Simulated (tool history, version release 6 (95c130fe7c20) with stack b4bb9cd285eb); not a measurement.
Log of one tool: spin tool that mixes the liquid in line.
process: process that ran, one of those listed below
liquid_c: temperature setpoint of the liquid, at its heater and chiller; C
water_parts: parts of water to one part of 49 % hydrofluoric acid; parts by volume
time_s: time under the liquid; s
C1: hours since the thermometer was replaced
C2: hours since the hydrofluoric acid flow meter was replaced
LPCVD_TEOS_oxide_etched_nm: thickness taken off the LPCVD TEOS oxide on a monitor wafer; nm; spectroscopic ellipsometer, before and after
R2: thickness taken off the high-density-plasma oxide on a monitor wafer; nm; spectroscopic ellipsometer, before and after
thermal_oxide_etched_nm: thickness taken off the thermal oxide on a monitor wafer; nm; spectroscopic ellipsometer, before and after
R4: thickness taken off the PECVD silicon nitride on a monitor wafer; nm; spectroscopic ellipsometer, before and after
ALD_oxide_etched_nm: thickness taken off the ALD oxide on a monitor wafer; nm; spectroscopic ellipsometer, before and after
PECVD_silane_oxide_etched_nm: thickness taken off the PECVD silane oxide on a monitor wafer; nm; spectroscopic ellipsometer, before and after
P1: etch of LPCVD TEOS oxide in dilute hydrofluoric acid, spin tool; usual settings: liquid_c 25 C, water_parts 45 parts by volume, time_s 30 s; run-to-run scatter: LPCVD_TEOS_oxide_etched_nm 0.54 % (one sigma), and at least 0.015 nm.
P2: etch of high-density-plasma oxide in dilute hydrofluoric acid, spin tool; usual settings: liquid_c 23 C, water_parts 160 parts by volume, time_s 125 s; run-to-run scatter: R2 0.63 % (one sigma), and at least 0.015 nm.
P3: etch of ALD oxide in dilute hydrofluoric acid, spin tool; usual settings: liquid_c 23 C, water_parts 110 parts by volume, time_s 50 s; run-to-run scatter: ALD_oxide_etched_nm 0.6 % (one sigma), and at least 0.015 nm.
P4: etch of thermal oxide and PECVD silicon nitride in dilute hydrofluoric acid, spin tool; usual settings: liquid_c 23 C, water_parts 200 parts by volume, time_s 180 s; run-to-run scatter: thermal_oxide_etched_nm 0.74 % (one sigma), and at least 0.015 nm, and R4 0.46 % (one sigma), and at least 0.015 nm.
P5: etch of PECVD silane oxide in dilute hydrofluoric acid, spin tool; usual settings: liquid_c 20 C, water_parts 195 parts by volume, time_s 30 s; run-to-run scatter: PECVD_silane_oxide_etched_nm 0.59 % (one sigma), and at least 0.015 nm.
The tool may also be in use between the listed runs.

run 1 hour=4.8 | process=P1 liquid_c=25 water_parts=45 time_s=30 | C1=1045.9 C2=616.4 | LPCVD_TEOS_oxide_etched_nm=22.818
run 2 hour=9 | process=P2 liquid_c=23 water_parts=160 time_s=125 | C1=1050.1 C2=620.6 | R2=4.2458
run 3 hour=13.2 | process=P1 liquid_c=25 water_parts=45 time_s=50 | C1=1054.3 C2=624.8 | LPCVD_TEOS_oxide_etched_nm=38.201
run 4 hour=19.6 | process=P1 liquid_c=25 water_parts=45 time_s=15 | C1=1060.7 C2=631.2 | LPCVD_TEOS_oxide_etched_nm=11.403
run 5 hour=26.6 | process=P4 liquid_c=23 water_parts=200 time_s=180 | C1=1067.7 C2=638.2 | thermal_oxide_etched_nm=3.7238 R4=4.3627
run 6 hour=31.8 | process=P3 liquid_c=27 water_parts=110 time_s=50 | C1=1072.9 C2=643.4 | ALD_oxide_etched_nm=4.9371
-- hour=36 hydrofluoric acid flow meter replaced
run 7 hour=39.6 | process=P4 liquid_c=23 water_parts=200 time_s=180 | C1=1080.7 C2=3.7 | thermal_oxide_etched_nm=3.6467 R4=4.346
run 8 hour=48.4 | process=P1 liquid_c=25 water_parts=45 time_s=30 | C1=1089.5 C2=12.5 | LPCVD_TEOS_oxide_etched_nm=22.957
run 9 hour=53.5 | process=P5 liquid_c=20 water_parts=195 time_s=30 | C1=1094.6 C2=17.6 | PECVD_silane_oxide_etched_nm=5.9255
run 10 hour=58.6 | process=P2 liquid_c=23 water_parts=30 time_s=125 | C1=1099.7 C2=22.7 | R2=26.815
run 11 hour=66.7 | process=P1 liquid_c=25 water_parts=65 time_s=30 | C1=1107.8 C2=30.8 | LPCVD_TEOS_oxide_etched_nm=15.378
run 12 hour=72.1 | process=P1 liquid_c=25 water_parts=45 time_s=30 | C1=1113.2 C2=36.2 | LPCVD_TEOS_oxide_etched_nm=22.718
run 13 hour=77.1 | process=P4 liquid_c=23 water_parts=365 time_s=180 | C1=1118.2 C2=41.2 | thermal_oxide_etched_nm=1.7047 R4=2.4418
run 14 hour=85.8 | process=P1 liquid_c=21 water_parts=45 time_s=30 | C1=1126.9 C2=49.9 | LPCVD_TEOS_oxide_etched_nm=19.208
run 15 hour=94.7 | process=P4 liquid_c=17 water_parts=200 time_s=180 | C1=1135.8 C2=58.8 | thermal_oxide_etched_nm=2.8822 R4=2.94
run 16 hour=98.9 | process=P5 liquid_c=20 water_parts=195 time_s=50 | C1=1140 C2=63 | PECVD_silane_oxide_etched_nm=9.8288
run 17 hour=105.2 | process=P1 liquid_c=32.5 water_parts=30 time_s=30 | C1=1146.3 C2=69.3 | LPCVD_TEOS_oxide_etched_nm=47.259
run 18 hour=113.2 | process=P1 liquid_c=25 water_parts=45 time_s=30 | C1=1154.3 C2=77.3 | LPCVD_TEOS_oxide_etched_nm=22.952
run 19 hour=121.2 | process=P3 liquid_c=23 water_parts=110 time_s=50 | C1=1162.3 C2=85.3 | ALD_oxide_etched_nm=4.2158
run 20 hour=127.8 | process=P1 liquid_c=25 water_parts=45 time_s=30 | C1=1168.9 C2=91.9 | LPCVD_TEOS_oxide_etched_nm=22.819
run 21 hour=136 | process=P3 liquid_c=23 water_parts=110 time_s=50 | C1=1177.1 C2=100.1 | ALD_oxide_etched_nm=4.2695
run 22 hour=143.9 | process=P5 liquid_c=20 water_parts=45 time_s=30 | C1=1185 C2=108 | PECVD_silane_oxide_etched_nm=30.538
run 23 hour=152.8 | process=P5 liquid_c=17 water_parts=195 time_s=30 | C1=1193.9 C2=116.9 | PECVD_silane_oxide_etched_nm=5.2766
run 24 hour=158.6 | process=P3 liquid_c=23 water_parts=110 time_s=90 | C1=1199.7 C2=122.7 | ALD_oxide_etched_nm=7.6083
run 25 hour=167.1 | process=P2 liquid_c=17 water_parts=160 time_s=125 | C1=1208.2 C2=131.2 | R2=3.3516
run 26 hour=171.5 | process=P4 liquid_c=23 water_parts=200 time_s=65 | C1=1212.6 C2=135.6 | thermal_oxide_etched_nm=1.3067 R4=1.5782
run 27 hour=176.2 | process=P3 liquid_c=23 water_parts=160 time_s=50 | C1=1217.3 C2=140.3 | ALD_oxide_etched_nm=2.7395
run 28 hour=183.6 | process=P1 liquid_c=25 water_parts=30 time_s=30 | C1=1224.7 C2=147.7 | LPCVD_TEOS_oxide_etched_nm=35.084
run 29 hour=189.3 | process=P1 liquid_c=32 water_parts=45 time_s=30 | C1=1230.4 C2=153.4 | LPCVD_TEOS_oxide_etched_nm=30.344
run 30 hour=197.8 | process=P2 liquid_c=23 water_parts=160 time_s=55 | C1=1238.9 C2=161.9 | R2=1.8778
run 31 hour=205.3 | process=P1 liquid_c=25 water_parts=45 time_s=30 | C1=1246.4 C2=169.4 | LPCVD_TEOS_oxide_etched_nm=22.831
run 32 hour=210 | process=P1 liquid_c=25 water_parts=45 time_s=30 | C1=1251.1 C2=174.1 | LPCVD_TEOS_oxide_etched_nm=22.239
run 33 hour=213.9 | process=P1 liquid_c=25 water_parts=45 time_s=30 | C1=1255 C2=178 | LPCVD_TEOS_oxide_etched_nm=21.863
run 34 hour=219.3 | process=P1 liquid_c=25 water_parts=45 time_s=30 | C1=1260.4 C2=183.4 | LPCVD_TEOS_oxide_etched_nm=21.88
run 35 hour=225.8 | process=P1 liquid_c=25 water_parts=45 time_s=30 | C1=1266.9 C2=189.9 | LPCVD_TEOS_oxide_etched_nm=21.486
run 36 hour=232.9 | process=P1 liquid_c=25 water_parts=45 time_s=30 | C1=1274 C2=197 | LPCVD_TEOS_oxide_etched_nm=21.387
run 37 hour=237.7 | process=P1 liquid_c=25 water_parts=45 time_s=30 | C1=1278.8 C2=201.8 | LPCVD_TEOS_oxide_etched_nm=21.35
run 38 hour=246.3 | process=P1 liquid_c=25 water_parts=45 time_s=30 | C1=1287.4 C2=210.4 | LPCVD_TEOS_oxide_etched_nm=21.175

What P1 gives has crept away from where it was. These 2 causes fit the log equally well, each at the size given:
A: liquid colder than its thermometer reads (K) = 1.71
B: hydrofluoric acid flow below the setpoint (%) = 6.38
The creep began at about hour 205.3.

4 check runs are offered, each on 3 wafers whose results are averaged, their results left as question marks. Which one tells the causes apart?
run check 1 hour=254.9 | process=P2 liquid_c=23 water_parts=60 time_s=125 | R2=?
run check 2 hour=254.9 | process=P3 liquid_c=23 water_parts=155 time_s=50 | ALD_oxide_etched_nm=?
run check 3 hour=254.9 | process=P5 liquid_c=17 water_parts=195 time_s=30 | PECVD_silane_oxide_etched_nm=?
run check 4 hour=254.9 | process=P4 liquid_c=18.5 water_parts=200 time_s=90 | thermal_oxide_etched_nm=? R4=?

What each check would give under each cause:
check=check_1 result=R2 if_A=11.952 if_B=11.948
check=check_2 result=ALD_oxide_etched_nm if_A=2.669 if_B=2.6394
check=check_3 result=PECVD_silane_oxide_etched_nm if_A=4.9321 if_B=4.8875
check=check_4 result=thermal_oxide_etched_nm if_A=1.4376 if_B=1.4219
check=check_4 result=R4 if_A=1.4525 if_B=1.5287
How far apart the two closest causes lie, in the result that separates them most: check 1 0.03 %; check 2 1.12 %; check 3 0.91 %; check 4 5.11 %
Only check 4 tells the causes apart: in the others they would give nearly the same result.

Then check 4 was run and gave: thermal_oxide_etched_nm 1.4415 nm; R4 1.5175 nm. Which cause is it?

It is B: hydrofluoric acid flow below the setpoint (%).
